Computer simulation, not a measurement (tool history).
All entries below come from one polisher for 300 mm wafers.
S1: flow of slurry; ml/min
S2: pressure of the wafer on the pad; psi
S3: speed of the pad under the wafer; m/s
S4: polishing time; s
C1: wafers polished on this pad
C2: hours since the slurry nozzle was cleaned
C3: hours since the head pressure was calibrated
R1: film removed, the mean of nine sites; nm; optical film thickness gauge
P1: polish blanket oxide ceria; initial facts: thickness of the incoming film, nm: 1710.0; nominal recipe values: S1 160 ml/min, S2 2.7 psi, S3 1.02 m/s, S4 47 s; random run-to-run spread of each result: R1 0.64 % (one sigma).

run	hour	S1	S2	S3	S4	C1	C2	C3	R1
1	14	160	2.7	1.02	47	1005	124.1	130.3	162.73
2	25.2	95	2.7	1.02	47	1138	135.3	141.5	146.12
3	36.1	160	3.7	1.02	67	1267	146.2	152.4	315.42
4	49.6	205	2.7	1.02	47	1427	159.7	165.9	167.07
5	64.3	160	2.7	1.02	47	1601	174.4	180.6	160.36
6	74	160	2.7	1.26	26	1716	184.1	190.3	109.9
7	83.5	160	2.7	1.02	73	1829	193.6	199.8	251.04
8	97.6	160	2.7	1.02	24	1996	207.7	213.9	83.362
9	109.3	160	2.7	0.62	47	2135	219.4	225.6	98.329
10	124.7	160	2.7	1.52	47	2318	234.8	241	239.37
# hour 130.1: head pressure recalibrated
11	137.1	160	2.7	1.02	47	2465	247.2	7	161.08
12	149.5	160	1.5	1.02	47	2612	259.6	19.4	89.855
# hour 155.8: worn pad replaced by a new one
13	157.2	160	2.7	1.02	47	17	267.3	27.1	162.48
14	168.9	160	2.7	1.02	47	155	279	38.8	162.46
15	178.4	160	2.7	1.02	47	268	288.5	48.3	160.93
16	185.7	160	2.7	1.02	47	354	295.8	55.6	163.66
17	195.2	160	4.2	1.02	47	467	305.3	65.1	252.57
18	202.6	160	2.7	1.02	47	555	312.7	72.5	161.1
19	218	160	2.7	1.02	47	737	328.1	87.9	155.58
20	229.7	160	2.7	1.02	47	876	339.8	99.6	153.23
21	245.6	160	2.7	1.02	47	1065	355.7	115.5	150.05
22	261.2	160	2.7	1.02	47	1250	371.3	131.1	148.81
23	272.7	160	2.7	1.02	47	1386	382.8	142.6	149.02
24	284	160	2.7	1.02	47	1520	394.1	153.9	145.75
# hour 296.2: worn pad replaced by a new one
25	297.6	160	2.7	1.02	47	16	407.7	167.5	147.54
26	309.2	160	2.7	1.02	47	154	419.3	179.1	145.25
27	319.1	160	2.7	1.02	47	271	429.2	189	145.58
28	329.5	160	2.7	1.02	47	395	439.6	199.4	145.03

P1 has crept away from where it was. The log is fitted equally well by each of these 2 causes, at the sizes shown:
A: slurry flow missing at the pad, % = 39
B: head's pressure below its setpoint, % = 9.71
The process output started creeping at around hour 202.6.
All other causes, with the reason each is excluded:
removal rate lost through wear of the pad, %: its service at hour 296.2 followed the start of the drift and did not put the process back to its old value

Below are 4 check runs, each on a single wafer, with their results shown as question marks. Which of them would tell the listed causes apart, meaning the causes would give clearly different results under it?
check 1	339.9	160	2.7	1.44	30				?
check 2	339.9	160	1.6	1.02	72				?
check 3	339.9	160	4.1	1.02	36				?
check 4	339.9	95	3.4	1.02	47				?

If the cause were each of the candidates in turn, the checks would give the following:
check	result	if A	if B
check 1	R1	131.57	131.57
check 2	R1	132.54	132.54
check 3	R1	169.82	169.82
check 4	R1	155.44	164.85
Distance between the nearest two causes, measured in the result of the check that separates them most: check 1 0 %; check 2 0 %; check 3 0 %; check 4 5.88 %
Check 4 distinguishes between the causes, while the remaining checks would return nearly the same result for all of them.

Then check 4 was run and gave: R1 164.54 nm. Which cause is it?

B is the cause: head's pressure below its setpoint, %.

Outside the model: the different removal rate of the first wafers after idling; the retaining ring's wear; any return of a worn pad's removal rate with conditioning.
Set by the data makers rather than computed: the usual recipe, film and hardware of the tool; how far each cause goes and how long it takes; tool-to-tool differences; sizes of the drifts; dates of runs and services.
